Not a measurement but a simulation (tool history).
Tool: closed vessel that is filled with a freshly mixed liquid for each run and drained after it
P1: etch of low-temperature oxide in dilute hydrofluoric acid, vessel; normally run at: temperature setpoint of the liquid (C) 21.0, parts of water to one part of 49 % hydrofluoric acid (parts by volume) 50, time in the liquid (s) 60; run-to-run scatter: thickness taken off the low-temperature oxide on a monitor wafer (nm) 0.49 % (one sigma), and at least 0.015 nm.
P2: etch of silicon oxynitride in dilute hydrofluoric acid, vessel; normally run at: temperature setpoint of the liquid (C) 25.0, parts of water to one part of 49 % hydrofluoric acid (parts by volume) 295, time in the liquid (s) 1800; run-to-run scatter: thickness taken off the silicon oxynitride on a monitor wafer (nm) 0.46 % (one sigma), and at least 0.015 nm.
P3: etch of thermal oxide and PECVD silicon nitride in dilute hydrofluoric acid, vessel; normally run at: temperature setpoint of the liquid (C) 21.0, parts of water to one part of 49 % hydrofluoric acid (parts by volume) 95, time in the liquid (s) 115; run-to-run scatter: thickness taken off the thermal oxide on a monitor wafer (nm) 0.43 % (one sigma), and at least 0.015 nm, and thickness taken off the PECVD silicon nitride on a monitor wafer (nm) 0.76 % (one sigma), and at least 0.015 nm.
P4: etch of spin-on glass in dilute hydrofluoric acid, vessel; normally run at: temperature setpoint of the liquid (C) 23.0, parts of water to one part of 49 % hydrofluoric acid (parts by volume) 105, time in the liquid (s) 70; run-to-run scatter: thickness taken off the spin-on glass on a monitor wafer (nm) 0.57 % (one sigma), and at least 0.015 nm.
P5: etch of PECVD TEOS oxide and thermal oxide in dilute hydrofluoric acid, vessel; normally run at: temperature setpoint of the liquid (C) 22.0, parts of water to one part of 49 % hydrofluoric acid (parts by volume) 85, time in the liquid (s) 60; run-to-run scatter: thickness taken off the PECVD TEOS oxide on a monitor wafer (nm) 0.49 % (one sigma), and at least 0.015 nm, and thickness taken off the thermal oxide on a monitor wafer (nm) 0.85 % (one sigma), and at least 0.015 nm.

run   hour  process that ran  temperature setpoint of the liquid (C)  parts of water to one part of 49 % hydrofluoric acid (parts by volume)  time in the liquid (s)  thickness taken off the low-temperature oxide on a monitor wafer (nm)  thickness taken off the PECVD TEOS oxide on a monitor wafer (nm)  thickness taken off the thermal oxide on a monitor wafer (nm)  thickness taken off the spin-on glass on a monitor wafer (nm)  thickness taken off the PECVD silicon nitride on a monitor wafer (nm)  thickness taken off the silicon oxynitride on a monitor wafer (nm)
  1    5.7                P1                                    21.0                                                                      50                      60                                                                 22.155
  2   11.2                P5                                    22.0                                                                      85                      60                                                                                                                                  16.7420                                                         3.0282
  3   17.3                P1                                    21.0                                                                      50                      60                                                                 21.917
  4   28.2                P4                                    23.0                                                                      30                      70                                                                                                                                                                                                                                                                122.990
  5   36.5                P5                                    22.0                                                                      85                      30                                                                                                                                   8.4401                                                         1.5509
  6   44.3                P4                                    23.0                                                                     105                     120                                                                                                                                                                                                                                                                 55.605
  7   52.2                P3                                    21.0                                                                      95                     115                                                                                                                                                                                                  5.1599                                                                                                                                2.9840
  8   61.7                P1                                    21.0                                                                      20                      60                                                                 56.864
  9   70.1                P1                                    21.0                                                                      50                      60                                                                 21.930
 10   80.9                P2                                    25.0                                                                     295                     555                                                                                                                                                                                                                                                                                                                                                                                                            2.4061
      85.9  -- hydrofluoric acid flow meter replaced
 11   88.3                P2                                    25.0                                                                     295                    1800                                                                                                                                                                                                                                                                                                                                                                                                            7.8393
 12   93.1                P3                                    17.0                                                                      95                     115                                                                                                                                                                                                  4.3593                                                                                                                                2.2141
 13   98.4                P1                                    21.0                                                                      50                      30                                                                 10.899
 14  107.2                P4                                    23.0                                                                     105                      70                                                                                                                                                                                                                                                                 31.974
 15  116.0                P2                                    25.0                                                                      55                    1800                                                                                                                                                                                                                                                                                                                                                                                                           50.5750
 16  126.4                P1                                    21.0                                                                      50                      60                                                                 21.913
 17  131.9                P1                                    21.0                                                                      50                      60                                                                 21.756
 18  141.1                P1                                    21.0                                                                      75                      60                                                                 14.105
 19  146.3                P1                                    27.0                                                                      65                      60                                                                 21.124
 20  153.8                P4                                    30.5                                                                     105                      70                                                                                                                                                                                                                                                                 42.684
 21  159.7                P1                                    25.0                                                                      50                      60                                                                 26.034
 22  166.2                P5                                    17.0                                                                      85                      60                                                                                                                                  13.6410                                                         2.4459
 23  177.3                P5                                    22.0                                                                      85                      60                                                                                                                                  16.8470                                                         3.0709
 24  187.1                P1                                    21.0                                                                      50                     120                                                                 43.711
 25  197.7                P1                                    17.0                                                                      50                      60                                                                 18.482
 26  206.2                P3                                    21.0                                                                      95                     230                                                                                                                                                                                                 10.3490                                                                                                                                5.8583
 27  214.0                P1                                    17.0                                                                      50                     100                                                                 30.649
 28  223.3                P4                                    23.0                                                                     105                      70                                                                                                                                                                                                                                                                 32.053
 29  229.4                P3                                    21.0                                                                      95                     115                                                                                                                                                                                                  5.1071                                                                                                                                2.9235
 30  237.5                P5                                    22.0                                                                      45                      60                                                                                                                                  33.5990                                                         6.0677
 31  247.7                P2                                    17.0                                                                     295                    1800                                                                                                                                                                                                                                                                                                                                                                                                            5.4905
 32  257.7                P3                                    21.0                                                                     175                     115                                                                                                                                                                                                  2.5853                                                                                                                                1.6230
 33  264.7                P1                                    21.0                                                                      50                      60                                                                 22.230
 34  275.2                P1                                    21.0                                                                      50                      60                                                                 22.929
 35  280.5                P1                                    21.0                                                                      50                      60                                                                 23.301
 36  289.4                P1                                    21.0                                                                      50                      60                                                                 23.290
 37  297.6                P1                                    21.0                                                                      50                      60                                                                 23.508
 38  306.1                P1                                    21.0                                                                      50                      60                                                                 23.638
 39  314.1                P1                                    21.0                                                                      50                      60                                                                 23.524

What P1 gives has crept away from where it was. These 2 causes fit the log equally well, each at the size given:
A: hydrofluoric acid flow above the setpoint (%) = 6.49
B: liquid hotter than its thermometer reads (K) = 1.59
The creep began at about hour 264.7.

4 check runs are offered, each on 5 wafers whose results are averaged, their results left as question marks. Which one tells the causes apart?
check 1  322.1                P2                                    25.0                                                                     135                    1800                                                                                                                                                                                                                                                                                                                                                                                                                 ?
check 2  322.1                P4                                    30.0                                                                      45                      70                                                                                                                                                                                                                                                                      ?
check 3  322.1                P5                                    17.0                                                                      55                      60                                                                                                                                        ?                                                              ?
check 4  322.1                P3                                    17.0                                                                     165                     115                                                                                                                                                                                                       ?                                                                                                                                     ?

What each check would give under each cause:
  check                                                                 result     if A     if B
check 1     thickness taken off the silicon oxynitride on a monitor wafer (nm)  20.6820  20.7350
check 2          thickness taken off the spin-on glass on a monitor wafer (nm)  114.150  113.610
check 3       thickness taken off the PECVD TEOS oxide on a monitor wafer (nm)  23.3450  23.3900
check 3          thickness taken off the thermal oxide on a monitor wafer (nm)   4.2552   4.2634
check 4          thickness taken off the thermal oxide on a monitor wafer (nm)   2.5292   2.5080
check 4  thickness taken off the PECVD silicon nitride on a monitor wafer (nm)   1.3986   1.4662
How far apart the two closest causes lie, in the result that separates them most: check 1 0.26 %; check 2 0.48 %; check 3 0.19 %; check 4 4.72 %
Only check 4 tells the causes apart: in the others they would give nearly the same result.

Check 4 was then run and gave: thickness taken off the thermal oxide on a monitor wafer (nm) 2.4882; thickness taken off the PECVD silicon nitride on a monitor wafer (nm) 1.4636. Which cause is it?

It is B: liquid hotter than its thermometer reads (K).
